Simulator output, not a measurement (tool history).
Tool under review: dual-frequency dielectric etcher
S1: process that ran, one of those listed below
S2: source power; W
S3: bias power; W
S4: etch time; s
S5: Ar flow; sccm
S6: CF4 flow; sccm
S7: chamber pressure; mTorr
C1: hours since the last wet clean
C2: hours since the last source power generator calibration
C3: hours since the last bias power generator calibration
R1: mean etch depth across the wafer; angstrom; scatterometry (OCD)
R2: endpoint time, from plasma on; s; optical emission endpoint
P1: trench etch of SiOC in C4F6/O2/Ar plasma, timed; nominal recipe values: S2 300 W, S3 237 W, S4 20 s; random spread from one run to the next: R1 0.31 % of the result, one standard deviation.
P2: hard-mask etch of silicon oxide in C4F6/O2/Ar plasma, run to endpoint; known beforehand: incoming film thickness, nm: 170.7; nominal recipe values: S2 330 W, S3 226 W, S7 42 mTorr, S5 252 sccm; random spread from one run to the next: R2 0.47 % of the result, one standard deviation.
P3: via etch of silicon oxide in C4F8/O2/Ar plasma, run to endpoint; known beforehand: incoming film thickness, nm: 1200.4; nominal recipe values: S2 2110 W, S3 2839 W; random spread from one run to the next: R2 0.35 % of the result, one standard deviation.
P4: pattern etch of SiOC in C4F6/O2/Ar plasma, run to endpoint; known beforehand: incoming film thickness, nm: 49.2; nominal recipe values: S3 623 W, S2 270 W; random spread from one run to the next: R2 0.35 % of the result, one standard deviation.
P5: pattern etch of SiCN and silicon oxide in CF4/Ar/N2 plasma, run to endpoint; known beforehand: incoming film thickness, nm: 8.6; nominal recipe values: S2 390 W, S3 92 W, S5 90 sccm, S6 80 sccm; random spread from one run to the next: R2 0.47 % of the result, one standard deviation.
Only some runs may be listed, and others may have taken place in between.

run	hour	S1	S2	S3	S4	S5	S6	S7	C1	C2	C3	R1	R2
1	6.9	P1	300	237	20				282.4	379	1521.4	395.26	
2	17.5	P1	170	237	20				293	389.6	1532	318.91	
3	29.2	P5	390	92		112	80		304.7	401.3	1543.7		10.297
4	39.8	P4	270	460					315.3	411.9	1554.3		19.836
5	50.9	P1	300	175	14.5				326.4	423	1565.4	259.79	
6	59.6	P3	1350	2839					335.1	431.7	1574.1		238.25
7	69.2	P3	2110	2839					344.7	441.3	1583.7		200.45
8	76.9	P1	300	237	20				352.4	449	1591.4	394.26	
9	85.5	P1	300	237	29				361	457.6	1600	573.5	
10	94.3	P2	460	226		252		42	369.8	466.4	1608.8		48.991
11	102	P1	300	187	20				377.5	474.1	1616.5	365.11	
12	107.2	P1	300	237	12.5				382.7	479.3	1621.7	247.2	
13	116.4	P4	270	623					391.9	488.5	1630.9		17.81
# hour 119.9: wet clean of the chamber
14	122.8	P3	2110	3732					3	494.9	1637.3		184.25
15	130.3	P5	390	55		90	80		10.5	502.4	1644.8		11.848
# hour 134.4: source power generator calibrated
16	138.1	P1	370	237	20				18.3	3.7	1652.6	426.66	
17	149.1	P2	330	282		252		42	29.3	14.7	1663.6		51.744
18	160.1	P2	330	226		252		42	40.3	25.7	1674.6		55.843
19	170.7	P2	330	226		252		30.5	50.9	36.3	1685.2		54.14
20	182.1	P3	2110	2839					62.3	47.7	1696.6		199.72
21	189.8	P5	390	92		90	64		70	55.4	1704.3		10.26
22	199.1	P4	160	623					79.3	64.7	1713.6		21.497
23	204.4	P1	420	237	29				84.6	70	1718.9	651.78	
24	214.2	P5	390	92		90	80		94.4	79.8	1728.7		9.9982
25	221.8	P1	300	237	20				102	87.4	1736.3	397.22	
26	227.8	P2	330	226		252		42	108	93.4	1742.3		56.349
27	238.3	P1	300	237	20				118.5	103.9	1752.8	394.85	
28	247.9	P1	300	330	20				128.1	113.5	1762.4	445.41	
29	255.3	P2	330	226		321		42	135.5	120.9	1769.8		57.721
30	262.1	P5	280	92		90	80		142.3	127.7	1776.6		13.319
31	273.5	P4	270	623					153.7	139.1	1788		17.759
32	279.4	P1	300	237	20				159.6	145	1793.9	394.65	
33	286.8	P1	300	237	20				167	152.4	1801.3	392.78	
34	295.6	P1	300	237	20				175.8	161.2	1810.1	393.52	
35	306.5	P1	300	237	20				186.7	172.1	1821	391.19	
36	315.6	P1	300	237	20				195.8	181.2	1830.1	391.21	
37	321.9	P1	300	237	20				202.1	187.5	1836.4	389.08	
# hour 325.1: wet clean of the chamber
38	332.7	P1	300	237	20				7.7	198.3	1847.2	388.97	
39	337.8	P1	300	237	20				12.8	203.4	1852.3	389.55	
40	344.7	P1	300	237	20				19.7	210.3	1859.2	390.45	
41	353.1	P1	300	237	20				28.1	218.7	1867.6	389.3	
42	363	P1	300	237	20				38	228.6	1877.5	388.87	
43	373.7	P1	300	237	20				48.7	239.3	1888.2	390.73	

The log shows P1 creeping away from where it was. Any of the 2 causes listed here, at the size stated for it, fits the log just as well as the others:
A: bias power that arrives under what is set, % = 4.88
B: source power that arrives under what is set, % = 4.37
The onset of the drift is placed at about hour 279.4.
Other possible causes, and why each is ruled out:
chamber walls in a state that lowers the etch rate, %: its service at hour 325.1 followed the start of the drift and did not put the process back to its old value

The list below offers 4 check runs, each averaging the results of 3 wafers, and shows each result as a question mark. For which of them would the listed causes give clearly different results?
check 1	384.4	P5	390	92		90	80						?
check 2	384.4	P4	270	623									?
check 3	384.4	P2	330	226		252		42					?
check 4	384.4	P3	2110	2839									?

Expected result of each check under each candidate cause:
check	result	if A	if B
check 1	R2	10.184	10.41
check 2	R2	18.092	18.032
check 3	R2	56.927	56.949
check 4	R2	203.56	204.02
How far apart the two closest causes lie, in the result that separates them most: check 1 2.2 %; check 2 0.33 %; check 3 0.04 %; check 4 0.22 %
Only check 1 tells the causes apart: in the others they would give nearly the same result.

Then check 1 was run and gave: R2 10.216 s. Which cause is it?

Of the candidate causes, it is A: bias power that arrives under what is set, %.

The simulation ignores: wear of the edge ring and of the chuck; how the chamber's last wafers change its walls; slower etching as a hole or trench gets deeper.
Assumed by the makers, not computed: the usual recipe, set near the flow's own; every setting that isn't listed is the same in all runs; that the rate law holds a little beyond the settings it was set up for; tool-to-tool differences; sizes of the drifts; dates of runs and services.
